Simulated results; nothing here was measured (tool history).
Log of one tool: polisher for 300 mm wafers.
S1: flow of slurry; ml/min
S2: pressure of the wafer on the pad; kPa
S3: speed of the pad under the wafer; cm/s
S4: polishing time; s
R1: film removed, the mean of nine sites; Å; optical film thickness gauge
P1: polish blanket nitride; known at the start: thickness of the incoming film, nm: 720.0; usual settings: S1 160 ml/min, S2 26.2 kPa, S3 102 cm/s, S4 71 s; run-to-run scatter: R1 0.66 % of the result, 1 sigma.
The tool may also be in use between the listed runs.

Run 1, hour 9.8: S1 160 ml/min, S2 26.2 kPa, S3 102 cm/s, S4 71 s. Result: R1 1432.10 Å.
Run 2, hour 23.1: S1 160 ml/min, S2 26.2 kPa, S3 154 cm/s, S4 71 s. Result: R1 2002.90 Å.
Run 3, hour 31.2: S1 160 ml/min, S2 11.7 kPa, S3 102 cm/s, S4 71 s. Result: R1 643.87 Å.
Run 4, hour 46.4: S1 160 ml/min, S2 26.2 kPa, S3 46 cm/s, S4 71 s. Result: R1 757.23 Å.
Run 5, hour 59.8: S1 160 ml/min, S2 26.2 kPa, S3 102 cm/s, S4 71 s. Result: R1 1433.90 Å.
Run 6, hour 69.5: S1 160 ml/min, S2 26.2 kPa, S3 102 cm/s, S4 34 s. Result: R1 686.48 Å.
At hour 69.7: head pressure recalibrated.
Run 7, hour 83.1: S1 240 ml/min, S2 26.2 kPa, S3 102 cm/s, S4 71 s. Result: R1 1511.00 Å.
Run 8, hour 96.7: S1 105 ml/min, S2 26.2 kPa, S3 102 cm/s, S4 71 s. Result: R1 1317.00 Å.
Run 9, hour 105.9: S1 160 ml/min, S2 26.2 kPa, S3 102 cm/s, S4 71 s. Result: R1 1423.20 Å.
Run 10, hour 117.7: S1 160 ml/min, S2 26.2 kPa, S3 102 cm/s, S4 106 s. Result: R1 2141.60 Å.
Run 11, hour 125.3: S1 95 ml/min, S2 26.2 kPa, S3 102 cm/s, S4 32 s. Result: R1 586.56 Å.
Run 12, hour 134.1: S1 160 ml/min, S2 26.2 kPa, S3 102 cm/s, S4 71 s. Result: R1 1420.00 Å.
Run 13, hour 142.4: S1 160 ml/min, S2 40.7 kPa, S3 102 cm/s, S4 71 s. Result: R1 2200.30 Å.
Run 14, hour 156.9: S1 160 ml/min, S2 26.2 kPa, S3 102 cm/s, S4 71 s. Result: R1 1424.00 Å.
Run 15, hour 166.4: S1 160 ml/min, S2 26.2 kPa, S3 102 cm/s, S4 71 s. Result: R1 1446.00 Å.
Run 16, hour 180.0: S1 160 ml/min, S2 26.2 kPa, S3 102 cm/s, S4 71 s. Result: R1 1390.40 Å.
Run 17, hour 191.5: S1 160 ml/min, S2 26.2 kPa, S3 102 cm/s, S4 71 s. Result: R1 1371.00 Å.
Run 18, hour 201.9: S1 160 ml/min, S2 26.2 kPa, S3 102 cm/s, S4 71 s. Result: R1 1336.90 Å.
At hour 202.1: worn pad replaced by a new one.
Run 19, hour 216.6: S1 160 ml/min, S2 26.2 kPa, S3 102 cm/s, S4 71 s. Result: R1 1325.70 Å.
Run 20, hour 223.2: S1 160 ml/min, S2 26.2 kPa, S3 102 cm/s, S4 71 s. Result: R1 1323.60 Å.
Run 21, hour 231.4: S1 160 ml/min, S2 26.2 kPa, S3 102 cm/s, S4 71 s. Result: R1 1313.60 Å.
Run 22, hour 242.5: S1 160 ml/min, S2 26.2 kPa, S3 102 cm/s, S4 71 s. Result: R1 1316.60 Å.
Run 23, hour 249.7: S1 160 ml/min, S2 26.2 kPa, S3 102 cm/s, S4 71 s. Result: R1 1307.50 Å.
Run 24, hour 258.3: S1 160 ml/min, S2 26.2 kPa, S3 102 cm/s, S4 71 s. Result: R1 1323.20 Å.

What P1 gives has crept away from where it was. These 2 causes fit the log equally well, each at the size given:
A: head's pressure below its setpoint, % = 8.68
B: slurry flow missing at the pad, % = 36.3
The creep began at about hour 166.4.
Why every other cause is out:
removal rate lost through wear of the pad, %: serviced at hour 202.1, which brought nothing back

4 check runs are offered, each on 5 wafers whose results are averaged, their results left as question marks. Which one tells the causes apart?
Run check 1, hour 266.9: S1 160 ml/min, S2 26.2 kPa, S3 46 cm/s, S4 71 s. Result: R1 ?.
Run check 2, hour 266.9: S1 160 ml/min, S2 16.5 kPa, S3 102 cm/s, S4 91 s. Result: R1 ?.
Run check 3, hour 266.9: S1 120 ml/min, S2 26.2 kPa, S3 150 cm/s, S4 71 s. Result: R1 ?.
Run check 4, hour 266.9: S1 160 ml/min, S2 35.9 kPa, S3 56 cm/s, S4 71 s. Result: R1 ?.

What each check would give under each cause:
  check  result     if A     if B
check 1      R1   693.25   693.21
check 2      R1  1061.20  1061.10
check 3      R1  1691.50  1647.20
check 4      R1  1110.30  1110.30
How far apart the two closest causes lie, in the result that separates them most: check 1 0.01 %; check 2 0.01 %; check 3 2.66 %; check 4 0.01 %
Only check 3 tells the causes apart: in the others they would give nearly the same result.

Then check 3 was run and gave: R1 1649.00 Å. Which cause is it?

It is B: slurry flow missing at the pad, %.

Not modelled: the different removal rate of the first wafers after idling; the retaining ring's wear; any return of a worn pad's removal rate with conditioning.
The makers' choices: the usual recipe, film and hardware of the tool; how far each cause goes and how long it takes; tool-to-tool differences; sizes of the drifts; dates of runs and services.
